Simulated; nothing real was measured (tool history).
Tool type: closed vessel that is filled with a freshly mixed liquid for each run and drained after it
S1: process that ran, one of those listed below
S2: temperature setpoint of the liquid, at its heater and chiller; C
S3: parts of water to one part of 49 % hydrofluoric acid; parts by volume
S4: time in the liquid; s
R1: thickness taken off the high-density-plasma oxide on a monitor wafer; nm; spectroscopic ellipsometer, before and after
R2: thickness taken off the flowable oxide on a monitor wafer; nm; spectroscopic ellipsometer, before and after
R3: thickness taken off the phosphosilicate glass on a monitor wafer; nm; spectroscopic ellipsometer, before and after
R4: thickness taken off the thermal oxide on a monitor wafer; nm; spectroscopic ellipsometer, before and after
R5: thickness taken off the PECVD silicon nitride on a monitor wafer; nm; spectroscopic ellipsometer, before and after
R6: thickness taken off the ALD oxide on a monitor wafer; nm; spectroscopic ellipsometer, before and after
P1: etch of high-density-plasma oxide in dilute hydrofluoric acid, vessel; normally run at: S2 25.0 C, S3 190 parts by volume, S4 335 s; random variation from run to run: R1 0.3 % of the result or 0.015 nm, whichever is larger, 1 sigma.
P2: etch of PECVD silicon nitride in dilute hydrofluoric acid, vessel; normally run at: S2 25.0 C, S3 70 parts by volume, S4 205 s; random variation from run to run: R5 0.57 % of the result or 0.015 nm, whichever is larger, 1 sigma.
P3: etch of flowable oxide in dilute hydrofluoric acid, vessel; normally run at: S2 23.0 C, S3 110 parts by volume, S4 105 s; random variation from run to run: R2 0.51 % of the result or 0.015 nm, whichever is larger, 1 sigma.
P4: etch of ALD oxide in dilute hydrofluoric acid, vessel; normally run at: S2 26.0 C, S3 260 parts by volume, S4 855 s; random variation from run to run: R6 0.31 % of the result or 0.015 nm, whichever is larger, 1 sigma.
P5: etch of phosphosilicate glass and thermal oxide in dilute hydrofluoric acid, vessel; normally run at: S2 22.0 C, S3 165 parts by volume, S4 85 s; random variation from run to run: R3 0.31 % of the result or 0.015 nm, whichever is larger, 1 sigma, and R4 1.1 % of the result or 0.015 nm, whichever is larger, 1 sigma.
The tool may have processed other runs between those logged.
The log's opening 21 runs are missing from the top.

| run | hour | S1 | S2 | S3 | S4 | R1 | R2 | R3 | R4 | R5 | R6 |
|---|---|---|---|---|---|---|---|---|---|---|---|
| 22 | 149.4 | P5 | 22.0 | 165 | 30 |  |  | 19.634 | 0.73186 |  |  |
| 23 | 156.1 | P2 | 20.0 | 70 | 205 |  |  |  |  | 4.2107 |  |
| 24 | 161.2 | P1 | 32.0 | 190 | 335 | 14.8380 |  |  |  |  |  |
| 25 | 166.4 | P1 | 25.0 | 315 | 335 | 6.1521 |  |  |  |  |  |
| 26 | 174.4 | P3 | 23.0 | 110 | 105 |  | 22.258 |  |  |  |  |
| 27 | 181.3 | P5 | 22.0 | 165 | 85 |  |  | 55.436 | 2.05820 |  |  |
| 28 | 187.1 | P3 | 23.0 | 175 | 105 |  | 13.187 |  |  |  |  |
| 29 | 194.8 | P4 | 26.0 | 370 | 855 |  |  |  |  |  | 37.664 |
| 30 | 203.4 | P2 | 25.0 | 20 | 205 |  |  |  |  | 20.0080 |  |
| 31 | 210.6 | P1 | 25.0 | 190 | 335 | 11.5930 |  |  |  |  |  |

Predict the results of run 32:
| 32 | 219.5 | P1 | 25.0 | 190 | 335 | ? |  |  |  |  |  |

{"run 32": {"R1": 11.319}}

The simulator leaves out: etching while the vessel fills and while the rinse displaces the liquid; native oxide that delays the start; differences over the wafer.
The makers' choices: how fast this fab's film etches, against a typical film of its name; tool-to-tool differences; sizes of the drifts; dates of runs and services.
